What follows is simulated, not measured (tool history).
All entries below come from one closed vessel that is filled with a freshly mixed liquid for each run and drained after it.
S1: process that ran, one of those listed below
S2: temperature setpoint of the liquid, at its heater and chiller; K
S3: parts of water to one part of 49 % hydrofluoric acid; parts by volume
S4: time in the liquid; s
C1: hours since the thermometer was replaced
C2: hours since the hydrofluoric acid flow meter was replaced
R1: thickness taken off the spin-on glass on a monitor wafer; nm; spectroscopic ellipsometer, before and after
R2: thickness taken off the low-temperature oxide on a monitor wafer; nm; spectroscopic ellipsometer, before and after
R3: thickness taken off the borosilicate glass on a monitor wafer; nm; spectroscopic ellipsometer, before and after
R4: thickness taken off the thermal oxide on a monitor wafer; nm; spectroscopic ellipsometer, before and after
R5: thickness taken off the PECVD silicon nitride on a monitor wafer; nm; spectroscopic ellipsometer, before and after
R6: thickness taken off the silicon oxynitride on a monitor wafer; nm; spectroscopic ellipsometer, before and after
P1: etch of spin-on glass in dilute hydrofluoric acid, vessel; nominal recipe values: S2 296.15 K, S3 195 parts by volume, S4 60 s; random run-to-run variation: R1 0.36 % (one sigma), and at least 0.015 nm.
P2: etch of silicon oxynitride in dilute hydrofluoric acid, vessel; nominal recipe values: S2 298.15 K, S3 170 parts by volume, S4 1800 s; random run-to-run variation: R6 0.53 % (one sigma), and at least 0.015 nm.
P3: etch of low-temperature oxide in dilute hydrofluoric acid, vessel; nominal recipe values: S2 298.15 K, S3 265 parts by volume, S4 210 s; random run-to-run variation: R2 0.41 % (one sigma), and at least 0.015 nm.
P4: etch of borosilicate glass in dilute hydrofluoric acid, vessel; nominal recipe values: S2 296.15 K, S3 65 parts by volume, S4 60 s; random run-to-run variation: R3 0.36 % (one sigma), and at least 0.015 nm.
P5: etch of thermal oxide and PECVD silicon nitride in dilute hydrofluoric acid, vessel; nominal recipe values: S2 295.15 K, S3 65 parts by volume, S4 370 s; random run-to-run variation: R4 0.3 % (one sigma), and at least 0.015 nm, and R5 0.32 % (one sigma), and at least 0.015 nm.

Run 1, hour 9.7: S1 P1, S2 296.15 K, S3 195 parts by volume, S4 60 s; C1 396.1; C2 617.5. Result: R1 8.1470 nm.
Run 2, hour 18.1: S1 P1, S2 296.15 K, S3 355 parts by volume, S4 60 s; C1 404.5; C2 625.9. Result: R1 3.8635 nm.
Run 3, hour 29.8: S1 P1, S2 296.15 K, S3 195 parts by volume, S4 60 s; C1 416.2; C2 637.6. Result: R1 8.1990 nm.
Run 4, hour 40.6: S1 P3, S2 298.15 K, S3 480 parts by volume, S4 210 s; C1 427.0; C2 648.4. Result: R2 7.1326 nm.
Run 5, hour 50.7: S1 P1, S2 296.15 K, S3 195 parts by volume, S4 30 s; C1 437.1; C2 658.5. Result: R1 4.1191 nm.
Run 6, hour 60.7: S1 P4, S2 296.15 K, S3 105 parts by volume, S4 60 s; C1 447.1; C2 668.5. Result: R3 12.121 nm.
Run 7, hour 71.1: S1 P5, S2 295.15 K, S3 65 parts by volume, S4 370 s; C1 457.5; C2 678.9. Result: R4 25.560 nm, R5 20.9940 nm.
Run 8, hour 81.1: S1 P4, S2 296.15 K, S3 65 parts by volume, S4 60 s; C1 467.5; C2 688.9. Result: R3 20.514 nm.
Run 9, hour 98.3: S1 P4, S2 303.65 K, S3 65 parts by volume, S4 60 s; C1 484.7; C2 706.1. Result: R3 27.555 nm.
Run 10, hour 113.9: S1 P4, S2 296.15 K, S3 65 parts by volume, S4 60 s; C1 500.3; C2 721.7. Result: R3 20.551 nm.
Run 11, hour 126.2: S1 P3, S2 298.15 K, S3 265 parts by volume, S4 210 s; C1 512.6; C2 734.0. Result: R2 15.7880 nm.
Run 12, hour 141.5: S1 P3, S2 298.15 K, S3 265 parts by volume, S4 30 s; C1 527.9; C2 749.3. Result: R2 2.2504 nm.
Run 13, hour 149.5: S1 P2, S2 298.15 K, S3 170 parts by volume, S4 205 s; C1 535.9; C2 757.3. Result: R6 1.9184 nm.
Run 14, hour 164.0: S1 P1, S2 302.65 K, S3 195 parts by volume, S4 30 s; C1 550.4; C2 771.8. Result: R1 5.1562 nm.
Run 15, hour 177.6: S1 P5, S2 290.15 K, S3 65 parts by volume, S4 370 s; C1 564.0; C2 785.4. Result: R4 20.777 nm, R5 14.8600 nm.
Run 16, hour 192.7: S1 P1, S2 296.15 K, S3 195 parts by volume, S4 60 s; C1 579.1; C2 800.5. Result: R1 8.1492 nm.
Run 17, hour 207.9: S1 P1, S2 296.15 K, S3 195 parts by volume, S4 60 s; C1 594.3; C2 815.7. Result: R1 8.2248 nm.
Run 18, hour 224.3: S1 P1, S2 291.15 K, S3 195 parts by volume, S4 60 s; C1 610.7; C2 832.1. Result: R1 6.7950 nm.
Run 19, hour 241.2: S1 P2, S2 298.15 K, S3 170 parts by volume, S4 1800 s; C1 627.6; C2 849.0. Result: R6 16.8290 nm.
Run 20, hour 249.0: S1 P5, S2 295.15 K, S3 65 parts by volume, S4 370 s; C1 635.4; C2 856.8. Result: R4 25.742 nm, R5 21.1610 nm.
Run 21, hour 264.3: S1 P1, S2 296.15 K, S3 195 parts by volume, S4 60 s; C1 650.7; C2 872.1. Result: R1 8.2048 nm.
Run 22, hour 273.9: S1 P3, S2 298.15 K, S3 265 parts by volume, S4 210 s; C1 660.3; C2 881.7. Result: R2 15.7700 nm.
Run 23, hour 282.9: S1 P2, S2 298.15 K, S3 170 parts by volume, S4 1800 s; C1 669.3; C2 890.7. Result: R6 16.9010 nm.
Run 24, hour 292.1: S1 P1, S2 296.15 K, S3 195 parts by volume, S4 105 s; C1 678.5; C2 899.9. Result: R1 14.3030 nm.
Run 25, hour 309.5: S1 P1, S2 296.15 K, S3 55 parts by volume, S4 60 s; C1 695.9; C2 917.3. Result: R1 34.2590 nm.
Run 26, hour 322.7: S1 P1, S2 291.15 K, S3 100 parts by volume, S4 60 s; C1 709.1; C2 930.5. Result: R1 14.4700 nm.
Run 27, hour 331.7: S1 P5, S2 295.15 K, S3 65 parts by volume, S4 170 s; C1 718.1; C2 939.5. Result: R4 11.775 nm, R5 9.6989 nm.
Run 28, hour 342.4: S1 P1, S2 304.15 K, S3 195 parts by volume, S4 60 s; C1 728.8; C2 950.2. Result: R1 10.8860 nm.
Run 29, hour 354.2: S1 P2, S2 298.15 K, S3 95 parts by volume, S4 1800 s; C1 740.6; C2 962.0. Result: R6 32.1660 nm.
Run 30, hour 366.9: S1 P2, S2 305.15 K, S3 170 parts by volume, S4 1800 s; C1 753.3; C2 974.7. Result: R6 22.7330 nm.
Run 31, hour 375.4: S1 P5, S2 295.15 K, S3 115 parts by volume, S4 370 s; C1 761.8; C2 983.2. Result: R4 13.733 nm, R5 12.0750 nm.
Run 32, hour 386.7: S1 P3, S2 291.15 K, S3 265 parts by volume, S4 210 s; C1 773.1; C2 994.5. Result: R2 12.2560 nm.
Run 33, hour 394.7: S1 P4, S2 296.15 K, S3 65 parts by volume, S4 110 s; C1 781.1; C2 1002.5. Result: R3 37.128 nm.
Run 34, hour 409.6: S1 P1, S2 296.15 K, S3 195 parts by volume, S4 60 s; C1 796.0; C2 1017.4. Result: R1 8.1284 nm.
Run 35, hour 423.7: S1 P1, S2 296.15 K, S3 195 parts by volume, S4 60 s; C1 810.1; C2 1031.5. Result: R1 8.3782 nm.
Run 36, hour 440.7: S1 P1, S2 296.15 K, S3 195 parts by volume, S4 60 s; C1 827.1; C2 1048.5. Result: R1 8.5722 nm.
Run 37, hour 458.5: S1 P1, S2 296.15 K, S3 195 parts by volume, S4 60 s; C1 844.9; C2 1066.3. Result: R1 8.7681 nm.
Run 38, hour 469.0: S1 P1, S2 296.15 K, S3 195 parts by volume, S4 60 s; C1 855.4; C2 1076.8. Result: R1 8.7594 nm.
Run 39, hour 483.8: S1 P1, S2 296.15 K, S3 195 parts by volume, S4 60 s; C1 870.2; C2 1091.6. Result: R1 8.7840 nm.
Run 40, hour 499.0: S1 P1, S2 296.15 K, S3 195 parts by volume, S4 60 s; C1 885.4; C2 1106.8. Result: R1 8.8089 nm.
Run 41, hour 512.1: S1 P1, S2 296.15 K, S3 195 parts by volume, S4 60 s; C1 898.5; C2 1119.9. Result: R1 8.8234 nm.
Run 42, hour 528.0: S1 P1, S2 296.15 K, S3 195 parts by volume, S4 60 s; C1 914.4; C2 1135.8. Result: R1 8.7847 nm.
Run 43, hour 538.0: S1 P1, S2 296.15 K, S3 195 parts by volume, S4 60 s; C1 924.4; C2 1145.8. Result: R1 8.8757 nm.

The output of P1 has drifted from where it used to be. Each of the 2 causes below, taken at the size shown beside it, accounts for the log equally well:
A: liquid hotter than its thermometer reads (K) = 2.04
B: hydrofluoric acid flow above the setpoint (%) = 6.48
The process output started creeping at around hour 409.6.

Below are 4 check runs, each on a single wafer, with their results shown as question marks. Which of them would tell the listed causes apart, meaning the causes would give clearly different results under it?
Run check 1, hour 548.0: S1 P4, S2 303.15 K, S3 100 parts by volume, S4 60 s. Result: R3 ?.
Run check 2, hour 548.0: S1 P2, S2 303.65 K, S3 170 parts by volume, S4 600 s. Result: R6 ?.
Run check 3, hour 548.0: S1 P5, S2 290.15 K, S3 65 parts by volume, S4 175 s. Result: R4 ?, R5 ?.
Run check 4, hour 548.0: S1 P3, S2 294.65 K, S3 265 parts by volume, S4 90 s. Result: R2 ?.

If the cause were each of the candidates in turn, the checks would give the following:
  check  result    if A    if B
check 1      R3  18.016  17.939
check 2      R6  7.7532  7.6522
check 3      R4  10.734  10.522
check 3      R5  8.1391  7.4979
check 4      R2  6.4346  6.4643
Minimum pairwise separation of causes per check, each pair taken at its best-separating result: check 1 0.43 %; check 2 1.31 %; check 3 8.21 %; check 4 0.46 %
Check 3 is the one run that separates the causes; every other check would come out nearly the same whichever cause is at work.

Here is what check 3 returned: R4 10.772 nm; R5 8.1771 nm. Which cause is it?

The correct cause is A, namely: liquid hotter than its thermometer reads (K).

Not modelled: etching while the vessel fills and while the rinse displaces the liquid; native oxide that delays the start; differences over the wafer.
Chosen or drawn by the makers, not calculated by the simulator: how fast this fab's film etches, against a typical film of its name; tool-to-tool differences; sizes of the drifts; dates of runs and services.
